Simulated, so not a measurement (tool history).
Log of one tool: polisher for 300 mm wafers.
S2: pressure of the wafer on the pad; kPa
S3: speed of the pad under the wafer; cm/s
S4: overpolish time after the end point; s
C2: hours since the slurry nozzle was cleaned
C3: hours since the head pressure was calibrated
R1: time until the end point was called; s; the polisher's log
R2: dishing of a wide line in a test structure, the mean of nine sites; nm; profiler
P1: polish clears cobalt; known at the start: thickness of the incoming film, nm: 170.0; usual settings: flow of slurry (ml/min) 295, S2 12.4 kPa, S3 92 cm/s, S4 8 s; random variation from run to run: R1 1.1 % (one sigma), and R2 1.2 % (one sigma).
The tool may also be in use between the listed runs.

Run 1, hour 11.3: flow of slurry (ml/min) 295, S2 12.4 kPa, S3 92 cm/s, S4 8 s; wafers polished on this pad 201; C2 451.5; C3 187.5. Result: R1 39.526 s, R2 29.235 nm.
Run 2, hour 18.8: flow of slurry (ml/min) 295, S2 12.4 kPa, S3 92 cm/s, S4 8 s; wafers polished on this pad 272; C2 459; C3 195. Result: R1 39.772 s, R2 28.683 nm.
Run 3, hour 28.7: flow of slurry (ml/min) 295, S2 15.9 kPa, S3 92 cm/s, S4 8 s; wafers polished on this pad 366; C2 468.9; C3 204.9. Result: R1 30.952 s, R2 35.793 nm.
Run 4, hour 38.9: flow of slurry (ml/min) 295, S2 12.4 kPa, S3 92 cm/s, S4 2 s; wafers polished on this pad 462; C2 479.1; C3 215.1. Result: R1 39.386 s, R2 8.298 nm.
Run 5, hour 49.9: flow of slurry (ml/min) 295, S2 7.6 kPa, S3 92 cm/s, S4 3 s; wafers polished on this pad 567; C2 490.1; C3 226.1. Result: R1 65.935 s, R2 7.4787 nm.
Run 6, hour 63.2: flow of slurry (ml/min) 175, S2 12.4 kPa, S3 92 cm/s, S4 8 s; wafers polished on this pad 693; C2 503.4; C3 239.4. Result: R1 42.83 s, R2 27.141 nm.
Run 7, hour 69.9: flow of slurry (ml/min) 295, S2 12.4 kPa, S3 92 cm/s, S4 8 s; wafers polished on this pad 756; C2 510.1; C3 246.1. Result: R1 40.28 s, R2 28.869 nm.
Run 8, hour 77.5: flow of slurry (ml/min) 295, S2 16.5 kPa, S3 128 cm/s, S4 8 s; wafers polished on this pad 828; C2 517.7; C3 253.7. Result: R1 21.998 s, R2 46.793 nm.
Run 9, hour 89.4: flow of slurry (ml/min) 295, S2 6.9 kPa, S3 92 cm/s, S4 8 s; wafers polished on this pad 941; C2 529.6; C3 265.6. Result: R1 71.525 s, R2 17.367 nm.
Run 10, hour 102: flow of slurry (ml/min) 295, S2 12.4 kPa, S3 44 cm/s, S4 8 s; wafers polished on this pad 1061; C2 542.2; C3 278.2. Result: R1 82.823 s, R2 14.915 nm.
Run 11, hour 110.2: flow of slurry (ml/min) 295, S2 12.4 kPa, S3 92 cm/s, S4 8 s; wafers polished on this pad 1139; C2 550.4; C3 286.4. Result: R1 40.665 s, R2 29.264 nm.
Run 12, hour 119.5: flow of slurry (ml/min) 295, S2 12.4 kPa, S3 122 cm/s, S4 8 s; wafers polished on this pad 1227; C2 559.7; C3 295.7. Result: R1 29.822 s, R2 35.968 nm.
Run 13, hour 128.9: flow of slurry (ml/min) 295, S2 12.4 kPa, S3 92 cm/s, S4 12 s; wafers polished on this pad 1316; C2 569.1; C3 305.1. Result: R1 39.881 s, R2 39.954 nm.
Run 14, hour 140.2: flow of slurry (ml/min) 295, S2 8.3 kPa, S3 48 cm/s, S4 8 s; wafers polished on this pad 1423; C2 580.4; C3 316.4. Result: R1 114.72 s, R2 11.227 nm.
Run 15, hour 153.6: flow of slurry (ml/min) 460, S2 12.4 kPa, S3 92 cm/s, S4 8 s; wafers polished on this pad 1550; C2 593.8; C3 329.8. Result: R1 39.444 s, R2 29.597 nm.
Run 16, hour 163.4: flow of slurry (ml/min) 295, S2 12.4 kPa, S3 92 cm/s, S4 8 s; wafers polished on this pad 1643; C2 603.6; C3 339.6. Result: R1 39.244 s, R2 29.22 nm.
Run 17, hour 178: flow of slurry (ml/min) 295, S2 12.4 kPa, S3 92 cm/s, S4 8 s; wafers polished on this pad 1781; C2 618.2; C3 354.2. Result: R1 41.71 s, R2 28.772 nm.
Run 18, hour 187.3: flow of slurry (ml/min) 295, S2 12.4 kPa, S3 92 cm/s, S4 8 s; wafers polished on this pad 1870; C2 627.5; C3 363.5. Result: R1 41.458 s, R2 27.641 nm.
Run 19, hour 194.4: flow of slurry (ml/min) 295, S2 12.4 kPa, S3 92 cm/s, S4 8 s; wafers polished on this pad 1937; C2 634.6; C3 370.6. Result: R1 42.03 s, R2 26.826 nm.
At hour 205.2: head pressure recalibrated.
Run 20, hour 206.4: flow of slurry (ml/min) 295, S2 12.4 kPa, S3 92 cm/s, S4 8 s; wafers polished on this pad 2051; C2 646.6; C3 1.2. Result: R1 42.578 s, R2 27.59 nm.
Run 21, hour 214.4: flow of slurry (ml/min) 295, S2 12.4 kPa, S3 92 cm/s, S4 8 s; wafers polished on this pad 2127; C2 654.6; C3 9.2. Result: R1 41.93 s, R2 27.808 nm.
Run 22, hour 221: flow of slurry (ml/min) 295, S2 12.4 kPa, S3 92 cm/s, S4 8 s; wafers polished on this pad 2189; C2 661.2; C3 15.8. Result: R1 42.366 s, R2 27.867 nm.
Run 23, hour 227.9: flow of slurry (ml/min) 295, S2 12.4 kPa, S3 92 cm/s, S4 8 s; wafers polished on this pad 2255; C2 668.1; C3 22.7. Result: R1 42.85 s, R2 27.785 nm.

What P1 gives has crept away from where it was. These 2 causes fit the log equally well, each at the size given:
A: slurry flow missing at the pad, % = 37.6
B: removal rate lost through wear of the pad, % = 5.31
The creep began at about hour 163.4.
Why every other cause is out:
head's pressure below its setpoint, %: serviced at hour 205.2, which brought nothing back

4 check runs are offered, each on 5 wafers whose results are averaged, their results left as question marks. Which one tells the causes apart?
Run check 1, hour 234.8: flow of slurry (ml/min) 175, S2 12.4 kPa, S3 92 cm/s, S4 8 s. Result: R1 ?, R2 ?.
Run check 2, hour 234.8: flow of slurry (ml/min) 295, S2 9 kPa, S3 92 cm/s, S4 8 s. Result: R1 ?, R2 ?.
Run check 3, hour 234.8: flow of slurry (ml/min) 295, S2 12.4 kPa, S3 92 cm/s, S4 11 s. Result: R1 ?, R2 ?.
Run check 4, hour 234.8: flow of slurry (ml/min) 295, S2 12.4 kPa, S3 60 cm/s, S4 8 s. Result: R1 ?, R2 ?.

What each check would give under each cause:
  check  result    if A    if B
check 1      R1  46.686  45.111
check 1      R2  25.465  26.224
check 2      R1  58.706  58.703
check 2      R2  20.871  20.873
check 3      R1  42.399  42.396
check 3      R2  35.866  35.868
check 4      R1  65.012  65.008
check 4      R2  19.062  19.063
How far apart the two closest causes lie, in the result that separates them most: check 1 3.43 %; check 2 0.01 %; check 3 0.01 %; check 4 0.01 %
Only check 1 tells the causes apart: in the others they would give nearly the same result.

Then check 1 was run and gave: R1 44.981 s; R2 26.185 nm. Which cause is it?

It is B: removal rate lost through wear of the pad, %.
